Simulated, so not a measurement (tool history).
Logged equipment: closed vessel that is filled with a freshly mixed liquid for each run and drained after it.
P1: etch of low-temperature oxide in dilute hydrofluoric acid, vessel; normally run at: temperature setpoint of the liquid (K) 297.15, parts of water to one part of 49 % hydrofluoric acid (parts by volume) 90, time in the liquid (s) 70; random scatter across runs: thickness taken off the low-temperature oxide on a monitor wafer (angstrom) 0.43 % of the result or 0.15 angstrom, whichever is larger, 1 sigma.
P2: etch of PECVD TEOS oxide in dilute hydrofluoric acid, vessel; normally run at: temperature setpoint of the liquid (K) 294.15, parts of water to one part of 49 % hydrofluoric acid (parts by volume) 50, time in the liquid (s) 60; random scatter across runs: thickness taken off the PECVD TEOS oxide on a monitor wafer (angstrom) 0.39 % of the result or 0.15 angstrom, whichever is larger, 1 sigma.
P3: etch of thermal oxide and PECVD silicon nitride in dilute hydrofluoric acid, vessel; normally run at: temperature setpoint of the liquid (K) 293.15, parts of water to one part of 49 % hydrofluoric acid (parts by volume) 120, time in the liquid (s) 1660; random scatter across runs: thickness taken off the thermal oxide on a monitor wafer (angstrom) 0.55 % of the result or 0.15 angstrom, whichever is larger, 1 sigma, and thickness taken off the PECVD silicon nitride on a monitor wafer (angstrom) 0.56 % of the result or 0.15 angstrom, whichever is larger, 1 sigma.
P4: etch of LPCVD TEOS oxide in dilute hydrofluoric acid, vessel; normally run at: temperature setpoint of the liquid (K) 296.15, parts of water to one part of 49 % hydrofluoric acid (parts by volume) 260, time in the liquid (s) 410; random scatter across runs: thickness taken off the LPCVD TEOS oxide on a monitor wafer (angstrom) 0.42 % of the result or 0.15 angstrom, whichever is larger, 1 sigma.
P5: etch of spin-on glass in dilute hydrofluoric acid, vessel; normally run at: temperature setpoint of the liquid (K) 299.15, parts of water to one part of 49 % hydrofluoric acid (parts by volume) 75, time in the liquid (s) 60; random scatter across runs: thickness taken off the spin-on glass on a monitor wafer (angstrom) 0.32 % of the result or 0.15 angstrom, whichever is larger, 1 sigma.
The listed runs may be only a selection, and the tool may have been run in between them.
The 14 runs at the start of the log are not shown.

| run | hour | process that ran | temperature setpoint of the liquid (K) | parts of water to one part of 49 % hydrofluoric acid (parts by volume) | time in the liquid (s) | hours since the thermometer was replaced | hours since the hydrofluoric acid flow meter was replaced | thickness taken off the low-temperature oxide on a monitor wafer (angstrom) | thickness taken off the thermal oxide on a monitor wafer (angstrom) | thickness taken off the PECVD silicon nitride on a monitor wafer (angstrom) | thickness taken off the spin-on glass on a monitor wafer (angstrom) | thickness taken off the PECVD TEOS oxide on a monitor wafer (angstrom) | thickness taken off the LPCVD TEOS oxide on a monitor wafer (angstrom) |
|---|---|---|---|---|---|---|---|---|---|---|---|---|---|
| 15 | 85.7 | P1 | 302.15 | 90 | 30 | 1638.3 | 1312.0 | 73.792 |  |  |  |  |  |
| 16 | 89.8 | P3 | 293.15 | 190 | 1660 | 1642.4 | 1316.1 |  | 322.00 | 321.80 |  |  |  |
| 17 | 97.0 | P1 | 297.15 | 90 | 70 | 1649.6 | 1323.3 | 140.820 |  |  |  |  |  |
| 18 | 101.4 | P5 | 299.15 | 75 | 60 | 1654.0 | 1327.7 |  |  |  | 503.91 |  |  |
|  | 103.8 | hydrofluoric acid flow meter replaced |
| 19 | 105.8 | P2 | 294.15 | 50 | 60 | 1658.4 | 2.1 |  |  |  |  | 276.69 |  |
| 20 | 113.0 | P1 | 297.15 | 90 | 70 | 1665.6 | 9.3 | 141.150 |  |  |  |  |  |
| 21 | 119.3 | P3 | 293.15 | 120 | 3070 | 1671.9 | 15.6 |  | 1008.60 | 928.02 |  |  |  |
| 22 | 127.2 | P4 | 301.15 | 260 | 410 | 1679.8 | 23.5 |  |  |  |  |  | 359.93 |
| 23 | 134.8 | P3 | 293.15 | 120 | 1660 | 1687.4 | 31.1 |  | 542.63 | 501.25 |  |  |  |
| 24 | 142.4 | P4 | 296.15 | 260 | 150 | 1695.0 | 38.7 |  |  |  |  |  | 109.55 |
| 25 | 148.5 | P5 | 299.15 | 110 | 60 | 1701.1 | 44.8 |  |  |  | 329.56 |  |  |
| 26 | 153.4 | P1 | 297.15 | 90 | 70 | 1706.0 | 49.7 | 141.090 |  |  |  |  |  |
| 27 | 160.3 | P1 | 297.15 | 90 | 70 | 1712.9 | 56.6 | 140.910 |  |  |  |  |  |
| 28 | 164.0 | P1 | 297.15 | 90 | 30 | 1716.6 | 60.3 | 59.898 |  |  |  |  |  |
| 29 | 171.6 | P4 | 296.15 | 75 | 410 | 1724.2 | 67.9 |  |  |  |  |  | 1283.30 |
| 30 | 179.1 | P5 | 299.15 | 75 | 95 | 1731.7 | 75.4 |  |  |  | 800.13 |  |  |
| 31 | 184.4 | P1 | 297.15 | 90 | 70 | 1737.0 | 80.7 | 141.920 |  |  |  |  |  |

The next listed run, before its measurement:
| 32 | 190.6 | P1 | 297.15 | 90 | 70 | 1743.2 | 86.9 | ? |  |  |  |  |  |

{"run 32": {"thickness taken off the low-temperature oxide on a monitor wafer (angstrom)": 148.02}}

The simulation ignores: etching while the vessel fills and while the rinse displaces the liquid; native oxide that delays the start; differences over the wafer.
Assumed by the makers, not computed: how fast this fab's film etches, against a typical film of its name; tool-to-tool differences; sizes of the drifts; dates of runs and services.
